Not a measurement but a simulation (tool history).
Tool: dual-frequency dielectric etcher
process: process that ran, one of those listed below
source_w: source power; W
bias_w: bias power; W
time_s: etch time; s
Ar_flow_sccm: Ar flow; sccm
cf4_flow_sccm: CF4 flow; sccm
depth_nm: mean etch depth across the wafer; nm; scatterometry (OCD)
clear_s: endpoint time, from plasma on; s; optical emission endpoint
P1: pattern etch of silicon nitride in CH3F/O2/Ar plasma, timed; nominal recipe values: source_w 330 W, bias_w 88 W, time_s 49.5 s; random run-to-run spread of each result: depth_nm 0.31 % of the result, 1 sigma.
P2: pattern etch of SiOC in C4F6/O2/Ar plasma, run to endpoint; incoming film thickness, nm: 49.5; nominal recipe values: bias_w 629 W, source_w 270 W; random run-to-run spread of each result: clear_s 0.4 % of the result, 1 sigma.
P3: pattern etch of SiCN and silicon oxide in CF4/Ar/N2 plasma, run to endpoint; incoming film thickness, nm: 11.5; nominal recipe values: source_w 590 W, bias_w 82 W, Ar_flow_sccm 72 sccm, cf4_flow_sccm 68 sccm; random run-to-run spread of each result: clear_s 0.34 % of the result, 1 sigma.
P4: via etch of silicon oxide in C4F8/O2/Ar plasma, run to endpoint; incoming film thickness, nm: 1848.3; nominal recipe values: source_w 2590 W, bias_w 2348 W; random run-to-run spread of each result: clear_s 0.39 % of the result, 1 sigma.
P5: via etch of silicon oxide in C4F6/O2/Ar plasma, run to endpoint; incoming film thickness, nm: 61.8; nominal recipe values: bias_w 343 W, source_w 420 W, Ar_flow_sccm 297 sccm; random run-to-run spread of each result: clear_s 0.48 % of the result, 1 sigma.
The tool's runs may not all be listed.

run,hour,process,source_w,bias_w,time_s,Ar_flow_sccm,cf4_flow_sccm,hours since the last wet clean,hours since the last source power generator calibration,hours since the last bias power generator calibration,depth_nm,clear_s
1,8.5,P1,330,88,49.5,,,249,531.9,3120.3,33.362,
2,17.6,P1,330,88,49.5,,,258.1,541,3129.4,33.601,
3,23.2,P3,590,82,,72,68,263.7,546.6,3135,,9.3742
4,29.8,P2,270,629,,,,270.3,553.2,3141.6,,17.932
5,34.4,P4,2000,2348,,,,274.9,557.8,3146.2,,348.45
6,43.5,P1,330,88,49.5,,,284,566.9,3155.3,33.615,
7,48.6,P1,330,52,49.5,,,289.1,572,3160.4,27.889,
8,56,P5,420,429,,297,,296.5,579.4,3167.8,,13.833
9,63.3,P5,510,343,,297,,303.8,586.7,3175.1,,13.982
10,71.5,P4,2590,1429,,,,312,594.9,3183.3,,361.52
11,80,P3,590,61,,72,68,320.5,603.4,3191.8,,10.255
12,85.7,P1,230,88,27,,,326.2,609.1,3197.5,16.017,
13,95,P3,590,82,,72,68,335.5,618.4,3206.8,,9.3441
14,100.1,P3,590,82,,90,68,340.6,623.5,3211.9,,9.6564
15,109.4,P1,330,88,49.5,,,349.9,632.8,3221.2,33.689,
16,118.4,P5,420,343,,297,,358.9,641.8,3230.2,,14.854
17,126,P1,200,88,49.5,,,366.5,649.4,3237.8,27.666,
18,136,P1,330,88,49.5,,,376.5,659.4,3247.8,33.442,
19,141.3,P3,750,82,,72,68,381.8,664.7,3253.1,,7.5462
20,146.1,P4,2590,2348,,,,386.6,669.5,3257.9,,316.58
21,152.3,P1,330,88,49.5,,,392.8,675.7,3264.1,33.534,
22,161.6,P1,330,105,49.5,,,402.1,685,3273.4,35.658,
23,168.1,P2,270,629,,,,408.6,691.5,3279.9,,17.991
24,174.6,P4,2590,2348,,,,415.1,698,3286.4,,313.24
25,183.9,P1,330,88,49.5,,,424.4,707.3,3295.7,33.523,
26,191.5,P3,590,82,,72,52,432,714.9,3303.3,,9.7158
27,198.7,P1,260,88,62,,,439.2,722.1,3310.5,38.218,
28,204.7,P1,460,88,49.5,,,445.2,728.1,3316.5,38.054,

Estimate the outcome of run 29 from the log above:
29,209.2,P5,420,343,,221,,449.7,732.6,3321,,?

Run 29 yielded clear_s 14.563 s.
